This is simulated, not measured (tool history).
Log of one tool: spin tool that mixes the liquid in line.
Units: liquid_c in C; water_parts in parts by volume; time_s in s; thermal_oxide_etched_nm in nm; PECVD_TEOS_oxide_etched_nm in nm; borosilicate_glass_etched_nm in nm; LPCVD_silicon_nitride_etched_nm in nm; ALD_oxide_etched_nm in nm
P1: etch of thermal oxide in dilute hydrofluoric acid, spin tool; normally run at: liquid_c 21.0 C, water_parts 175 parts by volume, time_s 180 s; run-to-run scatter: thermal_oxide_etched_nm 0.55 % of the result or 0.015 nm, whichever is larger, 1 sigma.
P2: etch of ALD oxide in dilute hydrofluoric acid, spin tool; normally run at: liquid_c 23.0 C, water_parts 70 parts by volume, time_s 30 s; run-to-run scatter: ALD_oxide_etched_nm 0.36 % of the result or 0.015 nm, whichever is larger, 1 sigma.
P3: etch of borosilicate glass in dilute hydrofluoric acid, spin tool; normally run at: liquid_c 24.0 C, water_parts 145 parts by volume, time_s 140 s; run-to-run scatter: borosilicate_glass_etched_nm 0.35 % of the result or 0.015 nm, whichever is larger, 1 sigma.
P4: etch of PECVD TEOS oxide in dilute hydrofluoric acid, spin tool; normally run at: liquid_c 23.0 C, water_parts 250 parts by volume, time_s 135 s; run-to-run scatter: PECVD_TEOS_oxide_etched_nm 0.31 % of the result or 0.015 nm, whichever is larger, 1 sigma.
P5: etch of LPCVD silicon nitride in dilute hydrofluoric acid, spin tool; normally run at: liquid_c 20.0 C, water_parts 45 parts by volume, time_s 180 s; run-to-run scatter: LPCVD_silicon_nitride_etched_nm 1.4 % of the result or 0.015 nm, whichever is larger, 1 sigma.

run,hour,process,liquid_c,water_parts,time_s,hours since the thermometer was replaced,hours since the hydrofluoric acid flow meter was replaced,thermal_oxide_etched_nm,PECVD_TEOS_oxide_etched_nm,borosilicate_glass_etched_nm,LPCVD_silicon_nitride_etched_nm,ALD_oxide_etched_nm
1,12.2,P1,21.0,175,180,298.3,1451.7,4.0694,,,,
2,22.7,P4,23.0,250,135,308.8,1462.2,,7.1391,,,
3,29.6,P4,23.0,140,135,315.7,1469.1,,14.4250,,,
4,38.6,P1,17.0,290,180,324.7,1478.1,1.8715,,,,
5,49.6,P4,23.0,250,135,335.7,1489.1,,7.1712,,,
6,61.3,P3,30.0,145,140,347.4,1500.8,,,40.2060,,
7,68.9,P5,20.0,45,180,355.0,1508.4,,,,1.44840,
8,77.6,P2,23.0,100,30,363.7,1517.1,,,,,5.9699
9,86.6,P1,21.0,175,180,372.7,1526.1,4.0401,,,,
10,95.6,P3,24.0,255,140,381.7,1535.1,,,16.2900,,
11,103.7,P4,17.0,250,135,389.8,1543.2,,5.7057,,,
12,111.2,P1,21.0,175,265,397.3,1550.7,5.8723,,,,
13,123.2,P5,27.5,45,180,409.3,1562.7,,,,2.35900,
14,131.3,P2,17.0,70,30,417.4,1570.8,,,,,6.8934
15,138.3,P2,23.0,70,30,424.4,1577.8,,,,,8.7862
16,151.1,P3,24.0,145,15,437.2,1590.6,,,3.4582,,
17,159.0,P2,23.0,70,15,445.1,1598.5,,,,,4.4163
18,171.0,P1,21.0,175,55,457.1,1610.5,1.2267,,,,
19,176.8,P1,21.0,325,180,462.9,1616.3,1.8867,,,,
20,187.4,P1,17.0,175,180,473.5,1626.9,3.4458,,,,
21,198.4,P1,21.0,175,180,484.5,1637.9,4.0167,,,,
22,210.3,P3,24.0,145,140,496.4,1649.8,,,32.1770,,
23,221.6,P5,20.0,20,180,507.7,1661.1,,,,3.18700,
24,233.5,P1,21.0,85,180,519.6,1673.0,9.1499,,,,
25,240.5,P5,20.0,45,180,526.6,1680.0,,,,1.47710,
26,249.2,P4,23.0,250,250,535.3,1688.7,,13.2710,,,
27,261.0,P1,24.5,175,180,547.1,1700.5,4.6250,,,,
28,270.2,P1,21.0,175,180,556.3,1709.7,4.0364,,,,
# hour 278.1: thermometer replaced
29,278.5,P5,20.0,45,45,0.4,1718.0,,,,0.35334,
30,289.6,P1,21.0,175,180,11.5,1729.1,4.0470,,,,
31,297.4,P1,21.0,175,180,19.3,1736.9,4.0267,,,,
32,307.8,P1,21.0,175,180,29.7,1747.3,4.0102,,,,
33,319.9,P1,21.0,175,180,41.8,1759.4,4.0383,,,,
34,330.4,P1,21.0,175,180,52.3,1769.9,3.9652,,,,
35,338.8,P1,21.0,175,180,60.7,1778.3,3.8924,,,,
36,350.5,P1,21.0,175,180,72.4,1790.0,3.8865,,,,
37,361.7,P1,21.0,175,180,83.6,1801.2,3.8468,,,,
38,367.8,P1,21.0,175,180,89.7,1807.3,3.8067,,,,
39,380.3,P1,21.0,175,180,102.2,1819.8,3.7880,,,,
40,389.1,P1,21.0,175,180,111.0,1828.6,3.7347,,,,
41,400.9,P1,21.0,175,180,122.8,1840.4,3.7766,,,,
42,411.2,P1,21.0,175,180,133.1,1850.7,3.8153,,,,
43,422.7,P1,21.0,175,180,144.6,1862.2,3.7922,,,,
44,435.4,P1,21.0,175,180,157.3,1874.9,3.7836,,,,

What P1 gives has crept away from where it was. These 2 causes fit the log equally well, each at the size given:
A: liquid colder than its thermometer reads (K) = 1.81
B: hydrofluoric acid flow below the setpoint (%) = 5.79
The creep began at about hour 319.9.

4 check runs are offered, each on 3 wafers whose results are averaged, their results left as question marks. Which one tells the causes apart?
check 1,448.1,P2,23.0,100,30,,,,,,,?
check 2,448.1,P4,19.0,250,135,,,,?,,,
check 3,448.1,P3,29.0,145,75,,,,,?,,
check 4,448.1,P5,20.0,20,180,,,,,,?,

What each check would give under each cause:
check,result,if A,if B
check 1,ALD_oxide_etched_nm,5.5565,5.5896
check 2,PECVD_TEOS_oxide_etched_nm,5.7623,5.7387
check 3,borosilicate_glass_etched_nm,19.4250,19.3380
check 4,LPCVD_silicon_nitride_etched_nm,2.80290,3.01120
How far apart the two closest causes lie, in the result that separates them most: check 1 0.59 %; check 2 0.41 %; check 3 0.44 %; check 4 7.17 %
Check 4 tells the causes apart: in the others they would give nearly the same result.

Then check 4 was run and gave: LPCVD_silicon_nitride_etched_nm 2.99400 nm. Which cause is it?

It is B: hydrofluoric acid flow below the setpoint (%).

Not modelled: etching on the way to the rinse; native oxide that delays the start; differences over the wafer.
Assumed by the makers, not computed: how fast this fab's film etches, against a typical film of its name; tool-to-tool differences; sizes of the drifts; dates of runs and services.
